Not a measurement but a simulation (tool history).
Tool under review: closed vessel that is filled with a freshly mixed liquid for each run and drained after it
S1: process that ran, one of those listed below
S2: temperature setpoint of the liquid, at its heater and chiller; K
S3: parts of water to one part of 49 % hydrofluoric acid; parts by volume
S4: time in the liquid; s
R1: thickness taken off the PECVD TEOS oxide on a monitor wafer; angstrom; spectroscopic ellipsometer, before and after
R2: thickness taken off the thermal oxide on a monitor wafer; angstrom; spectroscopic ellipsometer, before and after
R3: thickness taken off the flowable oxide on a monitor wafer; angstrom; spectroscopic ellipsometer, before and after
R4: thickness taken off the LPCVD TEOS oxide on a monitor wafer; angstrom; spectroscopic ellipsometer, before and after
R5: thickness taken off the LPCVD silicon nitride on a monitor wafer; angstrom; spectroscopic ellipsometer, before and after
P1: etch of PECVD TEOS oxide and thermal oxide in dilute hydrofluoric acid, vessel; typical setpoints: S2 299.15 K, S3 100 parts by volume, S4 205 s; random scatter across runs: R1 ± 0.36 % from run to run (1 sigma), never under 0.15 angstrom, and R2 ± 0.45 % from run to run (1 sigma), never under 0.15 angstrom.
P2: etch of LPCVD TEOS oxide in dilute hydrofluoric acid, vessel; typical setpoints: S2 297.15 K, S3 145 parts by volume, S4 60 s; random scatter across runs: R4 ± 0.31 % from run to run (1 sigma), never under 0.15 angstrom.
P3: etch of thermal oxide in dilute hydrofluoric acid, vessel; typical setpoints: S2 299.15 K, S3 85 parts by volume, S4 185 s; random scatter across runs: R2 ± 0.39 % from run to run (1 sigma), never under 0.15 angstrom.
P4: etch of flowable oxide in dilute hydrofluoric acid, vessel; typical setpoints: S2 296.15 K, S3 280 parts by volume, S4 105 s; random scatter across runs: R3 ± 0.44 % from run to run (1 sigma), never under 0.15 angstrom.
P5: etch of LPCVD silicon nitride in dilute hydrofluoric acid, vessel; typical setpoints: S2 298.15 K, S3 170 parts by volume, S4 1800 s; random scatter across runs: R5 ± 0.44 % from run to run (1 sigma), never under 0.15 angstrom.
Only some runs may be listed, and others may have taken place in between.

Run 1, day 0.183: S1 P1, S2 299.15 K, S3 100 parts by volume, S4 205 s. Result: R1 236.12 angstrom, R2 100.11 angstrom.
Run 2, day 0.396: S1 P4, S2 296.15 K, S3 280 parts by volume, S4 205 s. Result: R3 208.29 angstrom.
Run 3, day 0.629: S1 P1, S2 294.15 K, S3 100 parts by volume, S4 205 s. Result: R1 192.4 angstrom, R2 83.149 angstrom.
Run 4, day 0.775: S1 P1, S2 299.15 K, S3 100 parts by volume, S4 205 s. Result: R1 235.77 angstrom, R2 100.11 angstrom.
Run 5, day 1.025: S1 P2, S2 297.15 K, S3 145 parts by volume, S4 60 s. Result: R4 87.597 angstrom.
Run 6, day 1.146: S1 P5, S2 298.15 K, S3 170 parts by volume, S4 940 s. Result: R5 29.727 angstrom.
Run 7, day 1.383: S1 P1, S2 292.15 K, S3 100 parts by volume, S4 60 s. Result: R1 51.798 angstrom, R2 22.084 angstrom.
Run 8, day 1.638: S1 P1, S2 299.15 K, S3 100 parts by volume, S4 205 s. Result: R1 235.4 angstrom, R2 100.84 angstrom.
Run 9, day 1.854: S1 P1, S2 299.15 K, S3 20 parts by volume, S4 205 s. Result: R1 1310.4 angstrom, R2 560.11 angstrom.
Run 10, day 2.108: S1 P4, S2 296.15 K, S3 280 parts by volume, S4 105 s. Result: R3 107.06 angstrom.
Run 11, day 2.288: S1 P1, S2 299.15 K, S3 180 parts by volume, S4 205 s. Result: R1 118.35 angstrom, R2 50.734 angstrom.
Run 12, day 2.546: S1 P2, S2 297.15 K, S3 145 parts by volume, S4 60 s. Result: R4 88.261 angstrom.
Run 13, day 2.817: S1 P2, S2 303.65 K, S3 145 parts by volume, S4 60 s. Result: R4 111.62 angstrom.
At day 2.825: hydrofluoric acid flow meter replaced.
Run 14, day 2.992: S1 P1, S2 305.15 K, S3 100 parts by volume, S4 205 s. Result: R1 294.52 angstrom, R2 126.44 angstrom.
Run 15, day 3.146: S1 P3, S2 299.15 K, S3 85 parts by volume, S4 185 s. Result: R2 115.08 angstrom.
Run 16, day 3.375: S1 P1, S2 299.15 K, S3 100 parts by volume, S4 205 s. Result: R1 234.68 angstrom, R2 101.61 angstrom.
Run 17, day 3.621: S1 P1, S2 299.15 K, S3 100 parts by volume, S4 30 s. Result: R1 34.429 angstrom, R2 14.579 angstrom.
Run 18, day 3.812: S1 P5, S2 298.15 K, S3 300 parts by volume, S4 1800 s. Result: R5 32.553 angstrom.
Run 19, day 4.054: S1 P1, S2 299.15 K, S3 100 parts by volume, S4 205 s. Result: R1 235.51 angstrom, R2 101.24 angstrom.
Run 20, day 4.321: S1 P5, S2 305.65 K, S3 170 parts by volume, S4 1800 s. Result: R5 91.24 angstrom.
Run 21, day 4.571: S1 P1, S2 303.65 K, S3 100 parts by volume, S4 90 s. Result: R1 123.02 angstrom, R2 53.048 angstrom.
Run 22, day 4.733: S1 P1, S2 299.15 K, S3 100 parts by volume, S4 375 s. Result: R1 427 angstrom, R2 184.04 angstrom.
Run 23, day 5.008: S1 P4, S2 296.15 K, S3 115 parts by volume, S4 105 s. Result: R3 311.91 angstrom.
Run 24, day 5.267: S1 P1, S2 304.15 K, S3 100 parts by volume, S4 40 s. Result: R1 55.562 angstrom, R2 23.693 angstrom.
Run 25, day 5.538: S1 P2, S2 297.15 K, S3 145 parts by volume, S4 30 s. Result: R4 44.244 angstrom.
Run 26, day 5.696: S1 P4, S2 291.65 K, S3 280 parts by volume, S4 105 s. Result: R3 90.774 angstrom.
Run 27, day 5.962: S1 P1, S2 299.15 K, S3 100 parts by volume, S4 205 s. Result: R1 236.16 angstrom, R2 101.51 angstrom.
Run 28, day 6.175: S1 P5, S2 298.15 K, S3 170 parts by volume, S4 1800 s. Result: R5 57.415 angstrom.
Run 29, day 6.379: S1 P3, S2 299.15 K, S3 85 parts by volume, S4 365 s. Result: R2 226.52 angstrom.
Run 30, day 6.604: S1 P5, S2 298.15 K, S3 170 parts by volume, S4 1800 s. Result: R5 57.332 angstrom.
Run 31, day 6.762: S1 P3, S2 299.15 K, S3 85 parts by volume, S4 185 s. Result: R2 116.12 angstrom.
Run 32, day 7.012: S1 P4, S2 296.15 K, S3 280 parts by volume, S4 105 s. Result: R3 106.5 angstrom.
Run 33, day 7.175: S1 P3, S2 299.15 K, S3 150 parts by volume, S4 185 s. Result: R2 60.114 angstrom.
Run 34, day 7.296: S1 P3, S2 304.15 K, S3 85 parts by volume, S4 185 s. Result: R2 139.93 angstrom.
Run 35, day 7.5: S1 P2, S2 297.15 K, S3 60 parts by volume, S4 60 s. Result: R4 235.13 angstrom.
Run 36, day 7.758: S1 P1, S2 299.15 K, S3 100 parts by volume, S4 205 s. Result: R1 236.35 angstrom, R2 100.43 angstrom.
Run 37, day 8.012: S1 P1, S2 299.15 K, S3 100 parts by volume, S4 205 s. Result: R1 225.41 angstrom, R2 95.355 angstrom.
Run 38, day 8.225: S1 P1, S2 299.15 K, S3 100 parts by volume, S4 205 s. Result: R1 218.63 angstrom, R2 93.486 angstrom.
Run 39, day 8.412: S1 P1, S2 299.15 K, S3 100 parts by volume, S4 205 s. Result: R1 216.73 angstrom, R2 92.905 angstrom.
Run 40, day 8.542: S1 P1, S2 299.15 K, S3 100 parts by volume, S4 205 s. Result: R1 215.73 angstrom, R2 91.959 angstrom.
Run 41, day 8.667: S1 P1, S2 299.15 K, S3 100 parts by volume, S4 205 s. Result: R1 216.05 angstrom, R2 92.378 angstrom.
Run 42, day 8.821: S1 P1, S2 299.15 K, S3 100 parts by volume, S4 205 s. Result: R1 214.83 angstrom, R2 91.534 angstrom.
Run 43, day 9.083: S1 P1, S2 299.15 K, S3 100 parts by volume, S4 205 s. Result: R1 213.6 angstrom, R2 92.254 angstrom.

P1 has crept away from where it was. The log is fitted equally well by each of these 2 causes, at the sizes shown:
A: liquid colder than its thermometer reads (K) = 2.4
B: hydrofluoric acid flow below the setpoint (%) = 7.97
The onset of the drift is placed at about day 7.758.

Listed below are the offered check runs, one wafer per run, with question marks in place of results. For which of them would the causes give clearly different outcomes?
Run check 1, day 9.346: S1 P2, S2 300.65 K, S3 145 parts by volume, S4 60 s. Result: R4 ?.
Run check 2, day 9.346: S1 P3, S2 299.15 K, S3 120 parts by volume, S4 335 s. Result: R2 ?.
Run check 3, day 9.346: S1 P4, S2 296.15 K, S3 150 parts by volume, S4 205 s. Result: R3 ?.
Run check 4, day 9.346: S1 P5, S2 301.65 K, S3 170 parts by volume, S4 1145 s. Result: R5 ?.

What each check would give under each cause:
  check  result    if A    if B
check 1      R4  91.685  90.896
check 2      R2  128.69  128.32
check 3      R3  405.67   404.2
check 4      R5  38.836  41.452
How far apart the two closest causes lie, in the result that separates them most: check 1 0.86 %; check 2 0.29 %; check 3 0.36 %; check 4 6.52 %
Of the check runs offered, only check 4 discriminates between the causes; the rest would read about the same regardless of which cause applies.

Check 4 has now been run. It gave: R5 38.894 angstrom. Which of the candidate causes is it?

Of the candidate causes, it is A: liquid colder than its thermometer reads (K).

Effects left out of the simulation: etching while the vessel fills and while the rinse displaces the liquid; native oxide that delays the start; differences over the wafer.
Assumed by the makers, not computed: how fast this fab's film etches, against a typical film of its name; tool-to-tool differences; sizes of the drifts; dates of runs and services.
